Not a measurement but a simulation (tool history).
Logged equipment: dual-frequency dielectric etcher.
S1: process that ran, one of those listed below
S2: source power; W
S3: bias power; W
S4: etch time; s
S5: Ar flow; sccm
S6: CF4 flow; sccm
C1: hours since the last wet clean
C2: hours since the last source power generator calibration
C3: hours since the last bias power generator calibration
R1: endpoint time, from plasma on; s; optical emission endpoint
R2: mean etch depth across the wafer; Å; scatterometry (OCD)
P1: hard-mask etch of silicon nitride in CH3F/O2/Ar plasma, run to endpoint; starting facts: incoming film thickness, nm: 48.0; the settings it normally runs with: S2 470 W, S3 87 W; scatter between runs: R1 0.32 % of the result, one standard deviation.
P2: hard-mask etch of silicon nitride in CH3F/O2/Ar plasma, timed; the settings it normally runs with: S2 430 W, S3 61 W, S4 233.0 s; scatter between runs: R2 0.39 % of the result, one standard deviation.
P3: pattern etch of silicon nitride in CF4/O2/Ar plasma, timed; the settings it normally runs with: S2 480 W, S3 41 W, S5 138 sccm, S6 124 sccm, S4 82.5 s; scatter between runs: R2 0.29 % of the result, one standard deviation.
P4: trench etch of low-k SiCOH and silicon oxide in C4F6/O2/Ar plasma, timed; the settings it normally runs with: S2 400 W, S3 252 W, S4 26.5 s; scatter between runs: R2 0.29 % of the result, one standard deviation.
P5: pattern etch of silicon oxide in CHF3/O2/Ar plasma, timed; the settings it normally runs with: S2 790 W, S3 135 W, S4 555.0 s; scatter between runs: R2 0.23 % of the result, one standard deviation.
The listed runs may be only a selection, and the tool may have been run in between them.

run   hour  S1   S2   S3     S4   S5   S6     C1     C2      C3      R1        R2
  1    9.0  P1  470   87                   186.8  414.8  2756.4  60.234
  2   17.8  P2  430   61  314.5            195.6  423.6  2765.2           2215.10
  3   26.4  P5  790  135  555.0            204.2  432.2  2773.8          11370.00
  4   40.5  P4  400  170   26.5            218.3  446.3  2787.9            839.47
  5   49.2  P2  430   74  233.0            227.0  455.0  2796.6           1757.50
  6   61.9  P1  470   87                   239.7  467.7  2809.3  60.025
  7   76.3  P3  480   41   82.5  138  124  254.1  482.1  2823.7           1369.20
  8   88.1  P1  380  119                   265.9  493.9  2835.5  58.007
  9   99.6  P1  470   87                   277.4  505.4  2847.0  60.176
 10  107.5  P4  400  252   26.5            285.3  513.3  2854.9            958.37
 11  119.9  P1  470   57                   297.7  525.7  2867.3  69.515
 12  135.8  P3  480   29   82.5  138  124  313.6  541.6  2883.2           1215.50
 13  144.1  P1  470  110                   321.9  549.9  2891.5  55.059
 14  156.0  P2  430   61  233.0            333.8  561.8  2903.4           1636.50
 15  169.0  P1  280   87                   346.8  574.8  2916.4  72.910
 16  181.9  P5  790  108  555.0            359.7  587.7  2929.3          10684.00
     194.6  -- source power generator calibrated
 17  195.9  P1  470   87                   373.7    1.3  2943.3  60.168
 18  211.8  P2  260   61  233.0            389.6   17.2  2959.2           1346.10
 19  221.5  P3  630   41   82.5  138  124  399.3   26.9  2968.9           1732.40
 20  232.9  P3  480   41   63.0  138  124  410.7   38.3  2980.3           1047.60
 21  244.0  P5  610  135  555.0            421.8   49.4  2991.4          10300.00
 22  256.6  P3  480   41   82.5  112  124  434.4   62.0  3004.0           1405.30
 23  267.3  P4  400  252   33.0            445.1   72.7  3014.7           1185.90
 24  276.5  P1  470   87                   454.3   81.9  3023.9  60.152
 25  283.8  P5  790  135  740.0            461.6   89.2  3031.2          15210.00
 26  295.3  P3  480   41   82.5  138  150  473.1  100.7  3042.7           1409.00
 27  303.4  P1  660   87                   481.2  108.8  3050.8  52.920
 28  319.2  P3  480   41   82.5  138  124  497.0  124.6  3066.6           1368.60
 29  327.2  P4  320  252   26.5            505.0  132.6  3074.6            877.90
 30  341.8  P1  470   87                   519.6  147.2  3089.2  59.876
 31  350.7  P1  470   87                   528.5  156.1  3098.1  59.812
 32  366.0  P1  470   87                   543.8  171.4  3113.4  59.495
 33  376.9  P1  470   87                   554.7  182.3  3124.3  59.889
 34  392.4  P1  470   87                   570.2  197.8  3139.8  59.298
     397.4  -- wet clean of the chamber
 35  402.1  P1  470   87                     4.8  207.5  3149.5  59.066
 36  417.8  P1  470   87                    20.5  223.2  3165.2  59.177
 37  425.3  P1  470   87                    28.0  230.7  3172.7  58.900
 38  439.7  P1  470   87                    42.4  245.1  3187.1  59.204
 39  453.0  P1  470   87                    55.7  258.4  3200.4  59.147
 40  463.5  P1  470   87                    66.2  268.9  3210.9  58.742

Compared with where it was, what P1 gives has crept away. Each cause listed below fits the log as well as the rest, at the size given for it:
A: bias power that arrives over what is set, % = 4.62
B: source power that arrives over what is set, % = 4.35
The creep began at about hour 350.7.
The rest of the possible causes, and what rules out each one:
chamber walls in a state that raises the etch rate, %: serviced at hour 397.4, after the drift had started, without restoring the earlier output

Each of the 4 check runs below uses one wafer; its results are left as question marks. Which run tells the causes apart?
check 1  474.0  P5  790  135  555.0                             ?
check 2  474.0  P4  400  252   26.5                             ?
check 3  474.0  P2  430   61  233.0                             ?
check 4  474.0  P3  480   41   82.5  138  124                   ?

Check results expected under each cause:
  check  result      if A      if B
check 1      R2  11571.00  11602.00
check 2      R2    968.72    969.63
check 3      R2   1662.10   1664.60
check 4      R2   1392.90   1422.00
Per check, the gap between the least separated pair of causes, taken in the result that splits them most: check 1 0.27 %; check 2 0.09 %; check 3 0.15 %; check 4 2.07 %
Only in check 4 would the causes give clearly different results; in the remaining checks their results would be nearly the same.

Running check 4 produced the following: R2 1421.40 Å. Which one of the listed causes fits?

It is B: source power that arrives over what is set, %.
